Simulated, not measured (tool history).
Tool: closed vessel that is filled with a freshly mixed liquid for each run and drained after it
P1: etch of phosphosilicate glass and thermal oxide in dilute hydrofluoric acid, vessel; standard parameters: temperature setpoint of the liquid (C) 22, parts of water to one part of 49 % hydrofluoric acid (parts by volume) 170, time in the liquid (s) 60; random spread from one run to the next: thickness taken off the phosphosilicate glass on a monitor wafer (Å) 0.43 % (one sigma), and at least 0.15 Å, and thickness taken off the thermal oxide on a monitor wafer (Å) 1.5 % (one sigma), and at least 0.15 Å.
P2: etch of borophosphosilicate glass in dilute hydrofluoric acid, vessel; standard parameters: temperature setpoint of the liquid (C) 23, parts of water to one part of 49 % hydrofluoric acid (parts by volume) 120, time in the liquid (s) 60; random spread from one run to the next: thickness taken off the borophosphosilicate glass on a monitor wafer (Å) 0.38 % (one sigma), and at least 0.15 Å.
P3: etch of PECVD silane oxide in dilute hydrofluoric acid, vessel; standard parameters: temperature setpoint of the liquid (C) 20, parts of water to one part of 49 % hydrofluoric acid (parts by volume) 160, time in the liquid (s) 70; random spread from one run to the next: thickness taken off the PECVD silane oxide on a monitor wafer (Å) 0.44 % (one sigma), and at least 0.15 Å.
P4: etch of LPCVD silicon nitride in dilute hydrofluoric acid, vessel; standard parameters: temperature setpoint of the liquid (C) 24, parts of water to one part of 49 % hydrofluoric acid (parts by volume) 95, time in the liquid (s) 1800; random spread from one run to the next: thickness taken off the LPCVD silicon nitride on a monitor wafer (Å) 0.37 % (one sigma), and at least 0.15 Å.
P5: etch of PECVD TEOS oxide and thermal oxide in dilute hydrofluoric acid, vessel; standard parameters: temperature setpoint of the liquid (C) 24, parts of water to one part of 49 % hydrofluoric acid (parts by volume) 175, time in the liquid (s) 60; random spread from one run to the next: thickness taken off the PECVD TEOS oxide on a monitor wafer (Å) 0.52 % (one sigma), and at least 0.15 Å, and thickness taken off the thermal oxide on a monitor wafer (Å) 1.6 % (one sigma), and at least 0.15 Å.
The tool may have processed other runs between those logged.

run,hour,process that ran,temperature setpoint of the liquid (C),parts of water to one part of 49 % hydrofluoric acid (parts by volume),time in the liquid (s),thickness taken off the phosphosilicate glass on a monitor wafer (Å),thickness taken off the thermal oxide on a monitor wafer (Å),thickness taken off the borophosphosilicate glass on a monitor wafer (Å),thickness taken off the LPCVD silicon nitride on a monitor wafer (Å),thickness taken off the PECVD TEOS oxide on a monitor wafer (Å),thickness taken off the PECVD silane oxide on a monitor wafer (Å)
1,10.4,P1,22,170,60,440.9,14.83,,,,
2,26.2,P2,23,120,30,,,60.65,,,
3,36.4,P4,24,50,1800,,,,172.69,,
# hour 46.2: hydrofluoric acid flow meter replaced
4,54.3,P1,27.5,170,115,1031.6,34.173,,,,
5,63.2,P1,22,170,60,438.25,14.386,,,,
6,76.6,P2,17,120,60,,,94.104,,,
7,86.9,P5,31,175,60,,19.336,,,77.486,
8,100.7,P1,22,280,60,238.41,8.0061,,,,
9,116.2,P1,22,55,95,2444,79.263,,,,
10,131,P1,22,105,60,759.3,25.246,,,,
# hour 139.8: thermometer replaced
11,144.2,P1,22,170,60,436.34,14.913,,,,
12,155.7,P2,23,210,60,,,62.372,,,
13,165.6,P2,23,120,60,,,120.54,,,
14,176.7,P3,20,240,70,,,,,,66.291
15,189.3,P4,24,95,1800,,,,91.511,,
16,197.5,P1,22,170,60,436.3,14.407,,,,
17,211.9,P1,17,170,60,361.02,12.358,,,,
18,220.3,P1,22,170,60,439.2,14.31,,,,
19,235.3,P2,23,120,60,,,121.02,,,
20,246.4,P1,22,170,30,219.38,7.0458,,,,
21,255.3,P5,24,175,60,,14.89,,,60.031,
22,265.8,P5,24,30,60,,109.36,,,419.27,
23,282.2,P3,20,160,70,,,,,,107.67
24,292.1,P3,20,160,35,,,,,,54.268
25,310.1,P4,30,95,1800,,,,135.86,,
26,323.6,P4,24,95,3030,,,,154.27,,
27,338.6,P3,17,160,70,,,,,,94.971
28,348.2,P1,28,170,60,549.21,17.992,,,,
29,357.1,P1,22,170,85,623.76,20.598,,,,
30,366.5,P4,24,95,1800,,,,91.776,,
31,380.8,P5,24,175,100,,25.26,,,99.661,
32,398.7,P1,22,170,60,437.17,14.124,,,,
33,416.7,P1,22,170,60,454.59,15.106,,,,
34,430.2,P1,22,170,60,463.19,15.342,,,,
35,440.1,P1,22,170,60,463.75,15.17,,,,
36,449.8,P1,22,170,60,465.52,15.279,,,,
37,466.3,P1,22,170,60,468.01,15.105,,,,

For run 38, what comes out?
38,481.9,P1,22,170,60,?,?,,,,

{"run 38": {"thickness taken off the phosphosilicate glass on a monitor wafer (Å)": 470.35, "thickness taken off the thermal oxide on a monitor wafer (Å)": 15.978}}

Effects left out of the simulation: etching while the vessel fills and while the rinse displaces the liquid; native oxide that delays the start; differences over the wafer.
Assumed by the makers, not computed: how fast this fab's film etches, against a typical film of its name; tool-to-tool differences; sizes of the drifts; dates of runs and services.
